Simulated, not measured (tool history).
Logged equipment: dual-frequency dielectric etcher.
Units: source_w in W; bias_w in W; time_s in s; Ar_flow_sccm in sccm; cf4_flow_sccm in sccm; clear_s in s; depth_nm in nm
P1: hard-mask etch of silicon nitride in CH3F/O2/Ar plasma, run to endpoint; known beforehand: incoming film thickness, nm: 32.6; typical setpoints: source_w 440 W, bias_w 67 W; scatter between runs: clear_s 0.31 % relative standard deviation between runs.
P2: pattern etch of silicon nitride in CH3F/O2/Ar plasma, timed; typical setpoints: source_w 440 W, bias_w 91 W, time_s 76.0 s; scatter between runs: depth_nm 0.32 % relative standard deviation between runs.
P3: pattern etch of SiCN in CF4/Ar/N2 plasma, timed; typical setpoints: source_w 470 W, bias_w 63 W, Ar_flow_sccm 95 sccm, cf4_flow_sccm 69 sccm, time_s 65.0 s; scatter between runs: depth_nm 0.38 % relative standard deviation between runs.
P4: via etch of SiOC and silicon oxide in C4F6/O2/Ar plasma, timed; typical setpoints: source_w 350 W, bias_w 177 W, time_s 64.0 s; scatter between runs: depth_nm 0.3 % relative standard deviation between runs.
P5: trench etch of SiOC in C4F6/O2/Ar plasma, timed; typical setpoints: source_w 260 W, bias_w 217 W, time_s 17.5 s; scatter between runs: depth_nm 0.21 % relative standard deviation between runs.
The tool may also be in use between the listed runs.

Run 1, hour 2.7: process P1, source_w 440 W, bias_w 67 W. Result: clear_s 48.712 s.
Run 2, hour 6.7: process P1, source_w 280 W, bias_w 67 W. Result: clear_s 58.018 s.
Run 3, hour 9.0: process P4, source_w 200 W, bias_w 177 W, time_s 64.0 s. Result: depth_nm 55.770 nm.
Run 4, hour 13.5: process P5, source_w 260 W, bias_w 173 W, time_s 17.5 s. Result: depth_nm 30.133 nm.
Run 5, hour 18.2: process P2, source_w 440 W, bias_w 91 W, time_s 76.0 s. Result: depth_nm 58.985 nm.
Run 6, hour 20.4: process P5, source_w 260 W, bias_w 217 W, time_s 25.0 s. Result: depth_nm 46.431 nm.
Run 7, hour 24.3: process P3, source_w 470 W, bias_w 84 W, time_s 65.0 s, Ar_flow_sccm 95 sccm, cf4_flow_sccm 69 sccm. Result: depth_nm 62.257 nm.
Run 8, hour 28.0: process P1, source_w 440 W, bias_w 84 W. Result: clear_s 45.264 s.
Run 9, hour 30.9: process P4, source_w 350 W, bias_w 177 W, time_s 84.5 s. Result: depth_nm 90.999 nm.
Run 10, hour 34.6: process P1, source_w 440 W, bias_w 67 W. Result: clear_s 48.722 s.
Run 11, hour 39.2: process P3, source_w 470 W, bias_w 63 W, time_s 65.0 s, Ar_flow_sccm 95 sccm, cf4_flow_sccm 90 sccm. Result: depth_nm 59.020 nm.
Run 12, hour 43.4: process P3, source_w 470 W, bias_w 63 W, time_s 36.0 s, Ar_flow_sccm 95 sccm, cf4_flow_sccm 69 sccm. Result: depth_nm 31.212 nm.
Run 13, hour 46.1: process P2, source_w 440 W, bias_w 91 W, time_s 76.0 s. Result: depth_nm 58.637 nm.
Run 14, hour 50.6: process P1, source_w 440 W, bias_w 67 W. Result: clear_s 48.696 s.
Run 15, hour 55.0: process P2, source_w 350 W, bias_w 91 W, time_s 76.0 s. Result: depth_nm 53.728 nm.
Run 16, hour 58.5: process P3, source_w 470 W, bias_w 63 W, time_s 65.0 s, Ar_flow_sccm 118 sccm, cf4_flow_sccm 69 sccm. Result: depth_nm 54.654 nm.
Run 17, hour 61.1: process P1, source_w 570 W, bias_w 67 W. Result: clear_s 44.346 s.
Run 18, hour 64.2: process P1, source_w 350 W, bias_w 92 W. Result: clear_s 47.755 s.
Run 19, hour 67.5: process P2, source_w 440 W, bias_w 91 W, time_s 48.5 s. Result: depth_nm 37.457 nm.
Run 20, hour 70.3: process P4, source_w 350 W, bias_w 228 W, time_s 64.0 s. Result: depth_nm 75.318 nm.
Run 21, hour 73.3: process P5, source_w 260 W, bias_w 217 W, time_s 17.5 s. Result: depth_nm 32.491 nm.
Run 22, hour 77.8: process P2, source_w 440 W, bias_w 62 W, time_s 76.0 s. Result: depth_nm 51.542 nm.
Run 23, hour 81.0: process P1, source_w 370 W, bias_w 56 W. Result: clear_s 55.161 s.
Run 24, hour 84.3: process P4, source_w 350 W, bias_w 177 W, time_s 64.0 s. Result: depth_nm 68.894 nm.
Run 25, hour 87.8: process P1, source_w 440 W, bias_w 67 W. Result: clear_s 48.662 s.
Run 26, hour 90.2: process P3, source_w 380 W, bias_w 63 W, time_s 65.0 s, Ar_flow_sccm 95 sccm, cf4_flow_sccm 69 sccm. Result: depth_nm 47.076 nm.
Run 27, hour 93.5: process P3, source_w 470 W, bias_w 63 W, time_s 65.0 s, Ar_flow_sccm 95 sccm, cf4_flow_sccm 69 sccm. Result: depth_nm 56.698 nm.
Run 28, hour 96.4: process P1, source_w 440 W, bias_w 45 W. Result: clear_s 55.422 s.

Run 29 comes next. What will it give?
Run 29, hour 99.5: process P1, source_w 440 W, bias_w 67 W. Result: clear_s ?.

Run 29 gave clear_s 48.988 s.
